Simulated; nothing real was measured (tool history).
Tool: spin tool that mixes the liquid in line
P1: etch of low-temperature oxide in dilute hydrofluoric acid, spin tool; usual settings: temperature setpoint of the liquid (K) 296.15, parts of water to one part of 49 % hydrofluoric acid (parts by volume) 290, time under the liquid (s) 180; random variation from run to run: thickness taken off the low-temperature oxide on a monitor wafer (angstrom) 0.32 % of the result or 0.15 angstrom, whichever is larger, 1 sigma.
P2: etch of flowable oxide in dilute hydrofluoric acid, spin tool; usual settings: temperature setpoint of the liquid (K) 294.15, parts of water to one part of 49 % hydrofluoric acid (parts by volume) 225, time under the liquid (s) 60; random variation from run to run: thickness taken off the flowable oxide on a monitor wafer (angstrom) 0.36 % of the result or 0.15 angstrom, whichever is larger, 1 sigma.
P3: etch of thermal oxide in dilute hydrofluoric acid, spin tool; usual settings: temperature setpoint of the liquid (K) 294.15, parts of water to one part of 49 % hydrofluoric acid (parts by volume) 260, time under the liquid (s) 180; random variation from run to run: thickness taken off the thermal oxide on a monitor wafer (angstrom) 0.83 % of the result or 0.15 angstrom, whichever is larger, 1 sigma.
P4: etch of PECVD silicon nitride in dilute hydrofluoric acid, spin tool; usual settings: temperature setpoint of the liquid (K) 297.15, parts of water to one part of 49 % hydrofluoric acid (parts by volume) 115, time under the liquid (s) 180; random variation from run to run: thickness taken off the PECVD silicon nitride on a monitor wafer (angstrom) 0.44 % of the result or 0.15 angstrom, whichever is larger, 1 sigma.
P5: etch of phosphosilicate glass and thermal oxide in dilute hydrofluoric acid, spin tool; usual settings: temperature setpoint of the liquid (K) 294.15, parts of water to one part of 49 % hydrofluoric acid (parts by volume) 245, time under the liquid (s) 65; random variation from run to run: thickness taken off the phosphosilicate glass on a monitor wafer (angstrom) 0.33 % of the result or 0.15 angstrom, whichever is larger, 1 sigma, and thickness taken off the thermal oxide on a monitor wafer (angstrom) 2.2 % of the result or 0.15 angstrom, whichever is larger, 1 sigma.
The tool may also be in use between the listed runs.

run	hour	process that ran	temperature setpoint of the liquid (K)	parts of water to one part of 49 % hydrofluoric acid (parts by volume)	time under the liquid (s)	thickness taken off the low-temperature oxide on a monitor wafer (angstrom)	thickness taken off the flowable oxide on a monitor wafer (angstrom)	thickness taken off the thermal oxide on a monitor wafer (angstrom)	thickness taken off the PECVD silicon nitride on a monitor wafer (angstrom)	thickness taken off the phosphosilicate glass on a monitor wafer (angstrom)
1	5.2	P1	296.15	290	180	161.120				
2	12.6	P1	296.15	75	180	787.550				
3	19.4	P1	296.15	290	180	161.680				
4	23.7	P2	294.15	105	60		214.230			
5	29.0	P3	294.15	260	180			23.9230		
6	37.1	P2	294.15	225	95		140.030			
7	41.6	P1	303.15	290	180	203.880				
8	47.1	P4	297.15	115	15				4.2575	
9	54.4	P1	296.15	290	85	75.868				
10	60.7	P4	297.15	115	180				50.6870	
11	67.8	P3	294.15	260	80			10.5800		
12	75.6	P3	290.15	260	180			20.7490		
13	82.6	P3	294.15	100	180			74.3930		
14	88.4	P5	294.15	245	65			9.4970		153.85
15	92.1	P1	290.15	290	180	129.640				
16	95.8	P1	296.15	290	180	161.430				
17	102.4	P5	290.15	245	65			8.1394		131.60
18	106.1	P4	297.15	115	180				50.8090	
19	114.0	P1	296.15	290	300	269.690				
20	119.2	P5	294.15	245	120			16.9670		283.10
21	126.8	P2	298.15	225	60		102.560			
22	134.9	P4	290.15	115	180				31.9760	
23	141.3	P1	296.15	400	180	105.670				
24	146.0	P1	296.15	145	15	31.186				
25	153.9	P2	294.15	225	60		88.489			
26	158.9	P4	297.15	165	180				35.1310	
27	164.9	P5	294.15	140	65			18.5370		297.44
28	169.8	P1	296.15	290	180	160.640				
29	173.3	P1	296.15	290	180	160.800				
30	179.4	P1	296.15	290	180	161.280				
31	183.5	P1	296.15	290	180	166.730				
32	189.9	P1	296.15	290	180	171.570				
33	194.1	P1	296.15	290	180	172.100				
34	200.3	P1	296.15	290	180	172.570				
35	203.9	P1	296.15	290	180	173.670				
36	208.8	P1	296.15	290	180	173.640				

What P1 gives has crept away from where it was. These 2 causes fit the log equally well, each at the size given:
A: hydrofluoric acid flow above the setpoint (%) = 5.77
B: liquid hotter than its thermometer reads (K) = 2.05
The creep began at about hour 179.4.

4 check runs are offered, one wafer each, their results left as question marks. Which one tells the causes apart?
check 1	213.7	P5	294.15	245	65			?		?
check 2	213.7	P2	294.15	225	60		?			
check 3	213.7	P3	294.15	260	180			?		
check 4	213.7	P4	297.15	115	180				?	

What each check would give under each cause:
check	result	if A	if B
check 1	thickness taken off the thermal oxide on a monitor wafer (angstrom)	9.9833	10.0470
check 1	thickness taken off the phosphosilicate glass on a monitor wafer (angstrom)	164.06	165.10
check 2	thickness taken off the flowable oxide on a monitor wafer (angstrom)	94.552	95.320
check 3	thickness taken off the thermal oxide on a monitor wafer (angstrom)	25.9590	26.0920
check 4	thickness taken off the PECVD silicon nitride on a monitor wafer (angstrom)	53.7140	58.0540
How far apart the two closest causes lie, in the result that separates them most: check 1 0.63 %; check 2 0.81 %; check 3 0.51 %; check 4 7.77 %
Check 4 tells the causes apart: in the others they would give nearly the same result.

Then check 4 was run and gave: thickness taken off the PECVD silicon nitride on a monitor wafer (angstrom) 53.8200. Which cause is it?

It is A: hydrofluoric acid flow above the setpoint (%).

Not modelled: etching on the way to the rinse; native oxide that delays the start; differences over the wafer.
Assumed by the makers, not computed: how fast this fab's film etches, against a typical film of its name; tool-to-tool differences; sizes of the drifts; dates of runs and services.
